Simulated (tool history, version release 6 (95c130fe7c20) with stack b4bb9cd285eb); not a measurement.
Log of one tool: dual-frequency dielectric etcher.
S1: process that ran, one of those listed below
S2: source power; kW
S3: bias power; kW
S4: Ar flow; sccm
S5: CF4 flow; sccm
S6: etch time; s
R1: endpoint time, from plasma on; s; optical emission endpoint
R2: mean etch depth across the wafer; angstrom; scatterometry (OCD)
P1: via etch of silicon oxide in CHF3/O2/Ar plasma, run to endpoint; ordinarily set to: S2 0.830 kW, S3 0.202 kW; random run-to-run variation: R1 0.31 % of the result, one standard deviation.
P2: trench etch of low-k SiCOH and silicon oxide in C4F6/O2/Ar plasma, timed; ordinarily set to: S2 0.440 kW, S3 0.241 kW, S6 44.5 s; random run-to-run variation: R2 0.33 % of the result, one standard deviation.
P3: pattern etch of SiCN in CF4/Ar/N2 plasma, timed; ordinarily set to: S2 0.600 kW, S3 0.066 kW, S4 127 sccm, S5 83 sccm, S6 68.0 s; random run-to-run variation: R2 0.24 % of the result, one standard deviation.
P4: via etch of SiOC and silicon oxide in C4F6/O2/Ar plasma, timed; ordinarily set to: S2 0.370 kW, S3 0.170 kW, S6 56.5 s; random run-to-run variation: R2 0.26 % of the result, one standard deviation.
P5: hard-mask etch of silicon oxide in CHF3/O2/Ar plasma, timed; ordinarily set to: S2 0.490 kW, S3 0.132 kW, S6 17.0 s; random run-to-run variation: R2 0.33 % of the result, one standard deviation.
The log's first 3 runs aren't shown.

run 4 hour=57.7 | S1=P1 S2=0.550 S3=0.202 | R1=372.10
run 5 hour=69.6 | S1=P2 S2=0.530 S3=0.241 S6=44.5 | R2=1740.80
run 6 hour=84.0 | S1=P4 S2=0.470 S3=0.170 S6=56.5 | R2=659.15
run 7 hour=96.4 | S1=P3 S2=0.600 S3=0.066 S4=127 S5=83 S6=68.0 | R2=745.41
run 8 hour=108.2 | S1=P3 S2=0.600 S3=0.066 S4=127 S5=101 S6=68.0 | R2=771.65
run 9 hour=123.3 | S1=P4 S2=0.370 S3=0.170 S6=56.5 | R2=599.97
run 10 hour=139.2 | S1=P1 S2=0.830 S3=0.202 | R1=316.16
run 11 hour=154.5 | S1=P3 S2=0.600 S3=0.066 S4=127 S5=83 S6=90.5 | R2=989.02
run 12 hour=164.1 | S1=P1 S2=0.830 S3=0.202 | R1=317.15
run 13 hour=176.0 | S1=P5 S2=0.490 S3=0.084 S6=17.0 | R2=234.84
run 14 hour=188.0 | S1=P1 S2=1.100 S3=0.156 | R1=309.24
run 15 hour=198.4 | S1=P5 S2=0.340 S3=0.132 S6=17.0 | R2=232.88
run 16 hour=210.6 | S1=P3 S2=0.600 S3=0.040 S4=127 S5=83 S6=68.0 | R2=633.59
run 17 hour=221.5 | S1=P1 S2=0.830 S3=0.202 | R1=315.48
run 18 hour=237.0 | S1=P5 S2=0.490 S3=0.132 S6=11.0 | R2=173.55
run 19 hour=253.1 | S1=P1 S2=0.830 S3=0.202 | R1=317.22
run 20 hour=262.4 | S1=P5 S2=0.490 S3=0.132 S6=17.0 | R2=267.65
run 21 hour=279.3 | S1=P3 S2=0.440 S3=0.066 S4=127 S5=83 S6=68.0 | R2=567.48
run 22 hour=292.0 | S1=P4 S2=0.370 S3=0.170 S6=35.5 | R2=377.93

The next listed run, before its measurement:
run 23 hour=303.8 | S1=P2 S2=0.440 S3=0.241 S6=44.5 | R2=?

Run 23 yielded R2 1628.30 angstrom.
